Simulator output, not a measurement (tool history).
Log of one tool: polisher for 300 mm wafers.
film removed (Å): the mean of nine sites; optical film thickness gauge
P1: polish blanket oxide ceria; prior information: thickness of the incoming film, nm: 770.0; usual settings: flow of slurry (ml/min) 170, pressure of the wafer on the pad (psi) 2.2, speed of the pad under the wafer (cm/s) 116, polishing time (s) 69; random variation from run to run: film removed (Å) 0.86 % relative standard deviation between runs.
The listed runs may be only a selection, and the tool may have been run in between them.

run	hour	flow of slurry (ml/min)	pressure of the wafer on the pad (psi)	speed of the pad under the wafer (cm/s)	polishing time (s)	wafers polished on this pad	hours since the slurry nozzle was cleaned	hours since the head pressure was calibrated	film removed (Å)
1	11.5	170	2.2	116	69	341	165.3	316.6	2945.4
2	21.8	170	1	116	69	425	175.6	326.9	1345.2
3	38.9	170	2.8	116	69	566	192.7	344	3717.7
4	54.5	170	2.2	116	37	694	208.3	359.6	1562.5
5	65.2	170	2.2	116	104	782	219	370.3	4495.6
6	80.9	170	2.2	116	69	911	234.7	386	2918.8
7	98.9	170	2.2	116	69	1059	252.7	404	2929
8	116.6	100	2.2	116	69	1205	270.4	421.7	2631.8
# hour 126.5: head pressure recalibrated
9	126.6	230	2.2	116	69	1287	280.4	0.1	3112.2
10	138.4	170	2.2	82	69	1384	292.2	11.9	2081.1
11	146.7	170	2.2	182	69	1452	300.5	20.2	4588.5
12	164	230	2.2	64	69	1595	317.8	37.5	1672.6
13	172.7	170	2.2	116	69	1666	326.5	46.2	2883.9
14	185.6	170	2.2	116	69	1772	339.4	59.1	2961.4
15	199.4	170	2.2	116	69	1886	353.2	72.9	2867.2
16	209.5	170	2.2	116	69	1969	363.3	83	2801.7

What does the tool deliver on the next run?
17	223.1	170	2.2	116	69	2081	376.9	96.6	?

{"run 17": {"film removed (Å)": 2794.2}}
